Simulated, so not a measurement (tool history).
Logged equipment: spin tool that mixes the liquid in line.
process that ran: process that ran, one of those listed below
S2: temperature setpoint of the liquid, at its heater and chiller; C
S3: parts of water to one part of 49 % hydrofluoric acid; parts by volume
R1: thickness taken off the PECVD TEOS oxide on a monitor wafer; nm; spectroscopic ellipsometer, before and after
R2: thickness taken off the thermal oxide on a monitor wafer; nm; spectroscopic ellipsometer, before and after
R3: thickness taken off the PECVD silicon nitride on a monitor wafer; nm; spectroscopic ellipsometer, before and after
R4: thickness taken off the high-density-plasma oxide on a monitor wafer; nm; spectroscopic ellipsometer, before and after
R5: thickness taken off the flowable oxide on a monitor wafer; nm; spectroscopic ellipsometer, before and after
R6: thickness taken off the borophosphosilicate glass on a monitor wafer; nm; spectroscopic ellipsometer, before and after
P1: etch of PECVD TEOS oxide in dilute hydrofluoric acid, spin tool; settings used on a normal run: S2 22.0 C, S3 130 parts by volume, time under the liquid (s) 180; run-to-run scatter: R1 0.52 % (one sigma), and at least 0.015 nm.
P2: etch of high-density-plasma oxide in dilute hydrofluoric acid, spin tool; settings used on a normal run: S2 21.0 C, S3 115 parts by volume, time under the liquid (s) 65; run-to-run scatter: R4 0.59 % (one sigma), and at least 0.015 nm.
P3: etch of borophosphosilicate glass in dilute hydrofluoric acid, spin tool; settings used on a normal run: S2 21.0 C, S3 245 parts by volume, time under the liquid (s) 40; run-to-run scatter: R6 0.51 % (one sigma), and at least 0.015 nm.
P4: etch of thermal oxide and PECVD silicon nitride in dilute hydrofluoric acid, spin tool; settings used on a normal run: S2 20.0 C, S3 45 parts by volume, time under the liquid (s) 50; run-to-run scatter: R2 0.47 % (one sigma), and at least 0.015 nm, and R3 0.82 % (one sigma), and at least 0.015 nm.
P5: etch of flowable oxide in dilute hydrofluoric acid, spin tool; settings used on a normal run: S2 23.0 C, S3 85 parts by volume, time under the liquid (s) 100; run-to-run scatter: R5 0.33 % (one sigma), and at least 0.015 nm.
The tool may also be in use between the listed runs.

run 1 hour=12.6 | process_that_ran=P1 S2=22.0 S3=130 time_under_the_liquid_(s)=180 | R1=18.0210
run 2 hour=19.4 | process_that_ran=P4 S2=20.0 S3=70 time_under_the_liquid_(s)=50 | R2=2.7079 R3=1.6235
run 3 hour=27.2 | process_that_ran=P1 S2=17.0 S3=130 time_under_the_liquid_(s)=180 | R1=14.6870
run 4 hour=40.4 | process_that_ran=P2 S2=21.0 S3=115 time_under_the_liquid_(s)=65 | R4=4.8868
run 5 hour=53.0 | process_that_ran=P2 S2=21.0 S3=165 time_under_the_liquid_(s)=65 | R4=3.2656
run 6 hour=63.5 | process_that_ran=P1 S2=22.0 S3=130 time_under_the_liquid_(s)=180 | R1=17.8510
run 7 hour=72.4 | process_that_ran=P5 S2=23.0 S3=150 time_under_the_liquid_(s)=100 | R5=18.768
run 8 hour=81.6 | process_that_ran=P1 S2=22.0 S3=130 time_under_the_liquid_(s)=180 | R1=17.8380
run 9 hour=90.7 | process_that_ran=P1 S2=22.0 S3=130 time_under_the_liquid_(s)=180 | R1=17.9890
run 10 hour=98.9 | process_that_ran=P1 S2=22.0 S3=65 time_under_the_liquid_(s)=180 | R1=38.7790
run 11 hour=106.2 | process_that_ran=P1 S2=17.5 S3=130 time_under_the_liquid_(s)=345 | R1=28.7010
run 12 hour=119.2 | process_that_ran=P1 S2=22.0 S3=235 time_under_the_liquid_(s)=180 | R1=9.0110
run 13 hour=126.8 | process_that_ran=P4 S2=17.0 S3=45 time_under_the_liquid_(s)=50 | R2=3.9189 R3=2.0074
run 14 hour=140.0 | process_that_ran=P2 S2=21.0 S3=115 time_under_the_liquid_(s)=95 | R4=7.1359
run 15 hour=151.7 | process_that_ran=P1 S2=17.0 S3=130 time_under_the_liquid_(s)=25 | R1=2.0248
run 16 hour=161.9 | process_that_ran=P4 S2=20.0 S3=45 time_under_the_liquid_(s)=50 | R2=4.3837 R3=2.5150
run 17 hour=173.1 | process_that_ran=P1 S2=29.5 S3=130 time_under_the_liquid_(s)=180 | R1=24.0180
run 18 hour=184.7 | process_that_ran=P1 S2=22.0 S3=130 time_under_the_liquid_(s)=180 | R1=17.9370
run 19 hour=197.5 | process_that_ran=P5 S2=23.0 S3=85 time_under_the_liquid_(s)=190 | R5=68.812
run 20 hour=205.9 | process_that_ran=P5 S2=27.5 S3=85 time_under_the_liquid_(s)=100 | R5=42.768
run 21 hour=213.6 | process_that_ran=P5 S2=23.0 S3=85 time_under_the_liquid_(s)=100 | R5=35.774
run 22 hour=219.6 | process_that_ran=P1 S2=22.0 S3=130 time_under_the_liquid_(s)=40 | R1=3.9911
run 23 hour=228.2 | process_that_ran=P1 S2=22.0 S3=130 time_under_the_liquid_(s)=180 | R1=17.9890
run 24 hour=238.0 | process_that_ran=P3 S2=21.0 S3=245 time_under_the_liquid_(s)=40 | R6=6.5734
run 25 hour=247.0 | process_that_ran=P1 S2=22.0 S3=130 time_under_the_liquid_(s)=180 | R1=17.9180
run 26 hour=258.4 | process_that_ran=P4 S2=20.0 S3=45 time_under_the_liquid_(s)=90 | R2=7.9228 R3=4.5447
run 27 hour=271.7 | process_that_ran=P4 S2=20.0 S3=45 time_under_the_liquid_(s)=50 | R2=4.4511 R3=2.5042
run 28 hour=279.7 | process_that_ran=P3 S2=21.0 S3=335 time_under_the_liquid_(s)=40 | R6=4.4384
run 29 hour=288.0 | process_that_ran=P1 S2=22.0 S3=45 time_under_the_liquid_(s)=105 | R1=33.1670
run 30 hour=295.2 | process_that_ran=P2 S2=17.0 S3=115 time_under_the_liquid_(s)=65 | R4=4.1402
run 31 hour=307.1 | process_that_ran=P3 S2=28.0 S3=245 time_under_the_liquid_(s)=40 | R6=8.4240
run 32 hour=320.4 | process_that_ran=P3 S2=21.0 S3=245 time_under_the_liquid_(s)=40 | R6=6.5384
run 33 hour=331.2 | process_that_ran=P3 S2=21.0 S3=245 time_under_the_liquid_(s)=65 | R6=10.5980
run 34 hour=338.2 | process_that_ran=P1 S2=22.0 S3=130 time_under_the_liquid_(s)=315 | R1=31.2440
run 35 hour=351.7 | process_that_ran=P1 S2=22.0 S3=130 time_under_the_liquid_(s)=180 | R1=17.9910
run 36 hour=361.3 | process_that_ran=P1 S2=22.0 S3=130 time_under_the_liquid_(s)=180 | R1=17.6070
run 37 hour=371.0 | process_that_ran=P1 S2=22.0 S3=130 time_under_the_liquid_(s)=180 | R1=17.0460
run 38 hour=380.5 | process_that_ran=P1 S2=22.0 S3=130 time_under_the_liquid_(s)=180 | R1=16.8940
run 39 hour=387.7 | process_that_ran=P1 S2=22.0 S3=130 time_under_the_liquid_(s)=180 | R1=16.8110
run 40 hour=395.5 | process_that_ran=P1 S2=22.0 S3=130 time_under_the_liquid_(s)=180 | R1=16.4700
run 41 hour=407.8 | process_that_ran=P1 S2=22.0 S3=130 time_under_the_liquid_(s)=180 | R1=16.5980
run 42 hour=418.6 | process_that_ran=P1 S2=22.0 S3=130 time_under_the_liquid_(s)=180 | R1=16.3450
run 43 hour=424.9 | process_that_ran=P1 S2=22.0 S3=130 time_under_the_liquid_(s)=180 | R1=16.3690
run 44 hour=431.5 | process_that_ran=P1 S2=22.0 S3=130 time_under_the_liquid_(s)=180 | R1=16.4150

Run 45 is up next; what results do you expect?
run 45 hour=441.4 | process_that_ran=P1 S2=22.0 S3=130 time_under_the_liquid_(s)=180 | R1=?

Run 45 gave R1 16.4810 nm.

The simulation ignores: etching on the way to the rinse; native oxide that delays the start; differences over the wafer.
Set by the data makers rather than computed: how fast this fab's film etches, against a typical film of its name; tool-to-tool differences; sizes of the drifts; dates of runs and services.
